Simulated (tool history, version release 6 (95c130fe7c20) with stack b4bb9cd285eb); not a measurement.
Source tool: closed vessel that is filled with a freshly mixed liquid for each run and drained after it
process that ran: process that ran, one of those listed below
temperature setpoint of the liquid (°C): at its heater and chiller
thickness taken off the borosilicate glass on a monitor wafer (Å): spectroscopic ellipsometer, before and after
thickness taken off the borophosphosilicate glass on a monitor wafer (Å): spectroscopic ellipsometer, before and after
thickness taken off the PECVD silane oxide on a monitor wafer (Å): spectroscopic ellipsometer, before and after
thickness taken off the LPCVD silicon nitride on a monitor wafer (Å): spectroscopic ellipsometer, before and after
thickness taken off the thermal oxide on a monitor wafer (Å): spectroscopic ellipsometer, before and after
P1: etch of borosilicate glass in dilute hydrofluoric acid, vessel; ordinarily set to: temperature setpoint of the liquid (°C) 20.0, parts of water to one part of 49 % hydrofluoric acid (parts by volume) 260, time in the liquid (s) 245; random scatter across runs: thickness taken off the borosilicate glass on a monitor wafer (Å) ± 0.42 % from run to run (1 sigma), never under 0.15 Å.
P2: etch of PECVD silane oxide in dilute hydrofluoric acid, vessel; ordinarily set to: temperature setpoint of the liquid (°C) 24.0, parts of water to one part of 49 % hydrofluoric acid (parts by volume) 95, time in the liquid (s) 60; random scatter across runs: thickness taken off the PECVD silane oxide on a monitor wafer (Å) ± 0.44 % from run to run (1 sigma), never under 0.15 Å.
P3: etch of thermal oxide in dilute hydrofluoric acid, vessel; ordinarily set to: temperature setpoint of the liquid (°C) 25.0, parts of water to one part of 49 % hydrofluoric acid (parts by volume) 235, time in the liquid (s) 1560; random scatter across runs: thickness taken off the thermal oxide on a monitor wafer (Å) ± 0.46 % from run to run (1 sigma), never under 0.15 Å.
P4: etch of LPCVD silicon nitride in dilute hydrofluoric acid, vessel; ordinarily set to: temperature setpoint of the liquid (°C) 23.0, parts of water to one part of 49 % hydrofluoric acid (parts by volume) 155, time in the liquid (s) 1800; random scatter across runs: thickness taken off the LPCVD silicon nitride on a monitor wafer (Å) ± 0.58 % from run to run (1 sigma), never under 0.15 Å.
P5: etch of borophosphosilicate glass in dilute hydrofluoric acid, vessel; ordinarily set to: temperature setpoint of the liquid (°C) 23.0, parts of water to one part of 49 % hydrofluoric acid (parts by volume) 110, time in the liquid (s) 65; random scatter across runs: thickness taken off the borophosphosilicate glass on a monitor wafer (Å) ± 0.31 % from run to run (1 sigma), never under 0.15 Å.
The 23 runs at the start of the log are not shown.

| run | hour | process that ran | temperature setpoint of the liquid (°C) | parts of water to one part of 49 % hydrofluoric acid (parts by volume) | time in the liquid (s) | hours since the thermometer was replaced | hours since the hydrofluoric acid flow meter was replaced | thickness taken off the borosilicate glass on a monitor wafer (Å) | thickness taken off the borophosphosilicate glass on a monitor wafer (Å) | thickness taken off the PECVD silane oxide on a monitor wafer (Å) | thickness taken off the LPCVD silicon nitride on a monitor wafer (Å) | thickness taken off the thermal oxide on a monitor wafer (Å) |
|---|---|---|---|---|---|---|---|---|---|---|---|---|
| 24 | 253.6 | P4 | 30.5 | 155 | 1800 | 179.8 | 974.5 |  |  |  | 87.486 |  |
| 25 | 262.9 | P3 | 25.0 | 235 | 1560 | 189.1 | 983.8 |  |  |  |  | 265.290 |
| 26 | 271.5 | P1 | 17.0 | 260 | 245 | 197.7 | 992.4 | 239.99 |  |  |  |  |
| 27 | 278.7 | P2 | 24.0 | 95 | 60 | 204.9 | 999.6 |  |  | 115.870 |  |  |
| 28 | 286.1 | P5 | 23.0 | 110 | 100 | 212.3 | 1007.0 |  | 361.06 |  |  |  |
| 29 | 295.8 | P1 | 20.0 | 260 | 485 | 222.0 | 1016.7 | 530.05 |  |  |  |  |
| 30 | 308.2 | P3 | 25.0 | 235 | 395 | 234.4 | 1029.1 |  |  |  |  | 66.843 |
| 31 | 319.4 | P1 | 20.0 | 260 | 245 | 245.6 | 1040.3 | 266.41 |  |  |  |  |
| 32 | 328.1 | P1 | 20.0 | 260 | 245 | 254.3 | 1049.0 | 262.27 |  |  |  |  |
| 33 | 335.4 | P1 | 20.0 | 260 | 245 | 261.6 | 1056.3 | 259.00 |  |  |  |  |
| 34 | 347.4 | P1 | 20.0 | 260 | 245 | 273.6 | 1068.3 | 254.00 |  |  |  |  |
| 35 | 356.1 | P1 | 20.0 | 260 | 245 | 282.3 | 1077.0 | 255.05 |  |  |  |  |

Run 36 is up next; what results do you expect?
| 36 | 364.4 | P1 | 20.0 | 260 | 245 | 290.6 | 1085.3 | ? |  |  |  |  |

{"run 36": {"thickness taken off the borosilicate glass on a monitor wafer (Å)": 253.08}}
